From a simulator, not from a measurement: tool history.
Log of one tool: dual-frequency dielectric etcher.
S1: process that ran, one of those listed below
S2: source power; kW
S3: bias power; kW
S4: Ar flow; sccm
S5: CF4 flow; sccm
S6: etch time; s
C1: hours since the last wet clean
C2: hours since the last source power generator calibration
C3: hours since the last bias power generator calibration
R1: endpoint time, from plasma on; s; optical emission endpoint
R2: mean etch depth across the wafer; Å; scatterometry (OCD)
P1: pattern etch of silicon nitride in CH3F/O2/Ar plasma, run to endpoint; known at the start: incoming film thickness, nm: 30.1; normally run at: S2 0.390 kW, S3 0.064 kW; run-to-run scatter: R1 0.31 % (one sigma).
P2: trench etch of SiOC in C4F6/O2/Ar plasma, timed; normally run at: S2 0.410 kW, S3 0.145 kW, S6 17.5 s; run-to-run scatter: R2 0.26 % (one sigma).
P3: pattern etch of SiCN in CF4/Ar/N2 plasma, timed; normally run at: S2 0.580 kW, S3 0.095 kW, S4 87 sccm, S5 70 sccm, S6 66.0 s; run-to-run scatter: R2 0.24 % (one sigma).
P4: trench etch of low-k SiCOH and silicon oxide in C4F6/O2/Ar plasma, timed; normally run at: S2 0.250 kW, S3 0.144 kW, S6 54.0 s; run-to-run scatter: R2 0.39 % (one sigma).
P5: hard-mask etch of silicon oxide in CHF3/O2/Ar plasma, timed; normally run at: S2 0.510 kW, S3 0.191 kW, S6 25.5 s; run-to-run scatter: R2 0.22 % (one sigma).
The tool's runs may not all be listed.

| run | day | S1 | S2 | S3 | S4 | S5 | S6 | C1 | C2 | C3 | R1 | R2 |
|---|---|---|---|---|---|---|---|---|---|---|---|---|
| 1 | 0.517 | P1 | 0.390 | 0.064 |  |  |  | 167.6 | 791.0 | 872.4 | 45.006 |  |
| 2 | 0.821 | P1 | 0.470 | 0.064 |  |  |  | 174.9 | 798.3 | 879.7 | 41.944 |  |
| 3 | 1.175 | P1 | 0.390 | 0.064 |  |  |  | 183.4 | 806.8 | 888.2 | 45.093 |  |
| 4 | 1.854 | P1 | 0.390 | 0.079 |  |  |  | 199.7 | 823.1 | 904.5 | 42.155 |  |
| 5 | 2.467 | P3 | 0.580 | 0.095 | 116 | 70 | 66.0 | 214.4 | 837.8 | 919.2 |  | 767.25 |
| 6 | 2.933 | P3 | 0.770 | 0.095 | 87 | 70 | 66.0 | 225.6 | 849.0 | 930.4 |  | 1020.70 |
| 7 | 3.392 | P1 | 0.390 | 0.064 |  |  |  | 236.6 | 860.0 | 941.4 | 45.158 |  |
| 8 | 3.717 | P2 | 0.410 | 0.184 |  |  | 17.5 | 244.4 | 867.8 | 949.2 |  | 368.08 |
| 9 | 4.038 | P4 | 0.250 | 0.144 |  |  | 54.0 | 252.1 | 875.5 | 956.9 |  | 1327.80 |
|  | 4.571 | source power generator calibrated |
| 10 | 4.658 | P4 | 0.330 | 0.144 |  |  | 54.0 | 267.0 | 2.1 | 971.8 |  | 1487.20 |
| 11 | 5.275 | P5 | 0.510 | 0.116 |  |  | 25.5 | 281.8 | 16.9 | 986.6 |  | 392.46 |
| 12 | 5.721 | P4 | 0.250 | 0.144 |  |  | 54.0 | 292.5 | 27.6 | 997.3 |  | 1331.40 |
|  | 5.746 | bias power generator calibrated |
| 13 | 6.392 | P1 | 0.390 | 0.064 |  |  |  | 308.6 | 43.7 | 15.5 | 45.032 |  |
| 14 | 7.017 | P2 | 0.410 | 0.145 |  |  | 11.5 | 323.6 | 58.7 | 30.5 |  | 225.21 |
| 15 | 7.675 | P3 | 0.580 | 0.095 | 87 | 90 | 66.0 | 339.4 | 74.5 | 46.3 |  | 826.29 |
| 16 | 8.050 | P2 | 0.300 | 0.145 |  |  | 17.5 | 348.4 | 83.5 | 55.3 |  | 302.70 |
| 17 | 8.650 | P3 | 0.580 | 0.095 | 87 | 70 | 40.5 | 362.8 | 97.9 | 69.7 |  | 490.98 |
| 18 | 9.217 | P2 | 0.410 | 0.145 |  |  | 17.5 | 376.4 | 111.5 | 83.3 |  | 343.45 |
| 19 | 9.562 | P1 | 0.270 | 0.039 |  |  |  | 384.7 | 119.8 | 91.6 | 60.945 |  |
| 20 | 10.067 | P2 | 0.410 | 0.145 |  |  | 17.5 | 396.8 | 131.9 | 103.7 |  | 342.66 |
| 21 | 10.679 | P1 | 0.290 | 0.064 |  |  |  | 411.5 | 146.6 | 118.4 | 50.483 |  |
| 22 | 11.108 | P5 | 0.690 | 0.191 |  |  | 25.5 | 421.8 | 156.9 | 128.7 |  | 518.09 |
| 23 | 11.762 | P5 | 0.510 | 0.191 |  |  | 37.0 | 437.5 | 172.6 | 144.4 |  | 670.80 |
| 24 | 12.196 | P1 | 0.390 | 0.064 |  |  |  | 447.9 | 183.0 | 154.8 | 45.231 |  |
| 25 | 12.662 | P3 | 0.580 | 0.095 | 87 | 70 | 66.0 | 459.1 | 194.2 | 166.0 |  | 798.98 |
| 26 | 13.342 | P5 | 0.510 | 0.191 |  |  | 25.5 | 475.4 | 210.5 | 182.3 |  | 462.63 |
| 27 | 13.921 | P3 | 0.580 | 0.095 | 87 | 70 | 66.0 | 489.3 | 224.4 | 196.2 |  | 800.05 |
| 28 | 14.496 | P3 | 0.580 | 0.065 | 87 | 70 | 66.0 | 503.1 | 238.2 | 210.0 |  | 706.24 |
| 29 | 14.946 | P1 | 0.390 | 0.050 |  |  |  | 513.9 | 249.0 | 220.8 | 48.832 |  |
| 30 | 15.575 | P4 | 0.250 | 0.171 |  |  | 54.0 | 529.0 | 264.1 | 235.9 |  | 1412.70 |
| 31 | 16.242 | P4 | 0.250 | 0.144 |  |  | 74.5 | 545.0 | 280.1 | 251.9 |  | 1854.70 |
| 32 | 16.571 | P1 | 0.390 | 0.064 |  |  |  | 552.9 | 288.0 | 259.8 | 45.267 |  |
| 33 | 16.917 | P1 | 0.390 | 0.064 |  |  |  | 561.2 | 296.3 | 268.1 | 45.045 |  |
| 34 | 17.217 | P1 | 0.390 | 0.064 |  |  |  | 568.4 | 303.5 | 275.3 | 44.953 |  |
| 35 | 17.588 | P1 | 0.390 | 0.064 |  |  |  | 577.3 | 312.4 | 284.2 | 44.533 |  |
| 36 | 18.183 | P1 | 0.390 | 0.064 |  |  |  | 591.6 | 326.7 | 298.5 | 44.294 |  |
| 37 | 18.679 | P1 | 0.390 | 0.064 |  |  |  | 603.5 | 338.6 | 310.4 | 44.466 |  |
|  | 18.867 | wet clean of the chamber |
| 38 | 19.371 | P1 | 0.390 | 0.064 |  |  |  | 12.1 | 355.2 | 327.0 | 44.318 |  |
| 39 | 19.779 | P1 | 0.390 | 0.064 |  |  |  | 21.9 | 365.0 | 336.8 | 44.497 |  |
| 40 | 20.088 | P1 | 0.390 | 0.064 |  |  |  | 29.3 | 372.4 | 344.2 | 44.673 |  |
| 41 | 20.538 | P1 | 0.390 | 0.064 |  |  |  | 40.1 | 383.2 | 355.0 | 44.491 |  |
| 42 | 20.908 | P1 | 0.390 | 0.064 |  |  |  | 49.0 | 392.1 | 363.9 | 44.446 |  |

What P1 gives has crept away from where it was. These 2 causes fit the log equally well, each at the size given:
A: bias power that arrives over what is set, % = 4.77
B: source power that arrives over what is set, % = 4.18
The creep began at about day 16.571.
Why every other cause is out:
chamber walls in a state that raises the etch rate, %: serviced at day 18.867, which brought nothing back

4 check runs are offered, one wafer each, their results left as question marks. Which one tells the causes apart?
| check 1 | 21.279 | P2 | 0.320 | 0.145 |  |  | 12.5 |  |  |  |  | ? |
| check 2 | 21.279 | P4 | 0.320 | 0.144 |  |  | 64.5 |  |  |  |  | ? |
| check 3 | 21.279 | P5 | 0.510 | 0.130 |  |  | 25.5 |  |  |  |  | ? |
| check 4 | 21.279 | P3 | 0.580 | 0.072 | 87 | 70 | 40.5 |  |  |  |  | ? |

What each check would give under each cause:
| check | result | if A | if B |
|---|---|---|---|
| check 1 | R2 | 225.36 | 225.75 |
| check 2 | R2 | 1782.40 | 1785.60 |
| check 3 | R2 | 413.66 | 414.10 |
| check 4 | R2 | 453.01 | 462.42 |
How far apart the two closest causes lie, in the result that separates them most: check 1 0.17 %; check 2 0.18 %; check 3 0.11 %; check 4 2.06 %
Only check 4 tells the causes apart: in the others they would give nearly the same result.

Check 4 was then run and gave: R2 462.49 Å. Which cause is it?

It is B: source power that arrives over what is set, %.
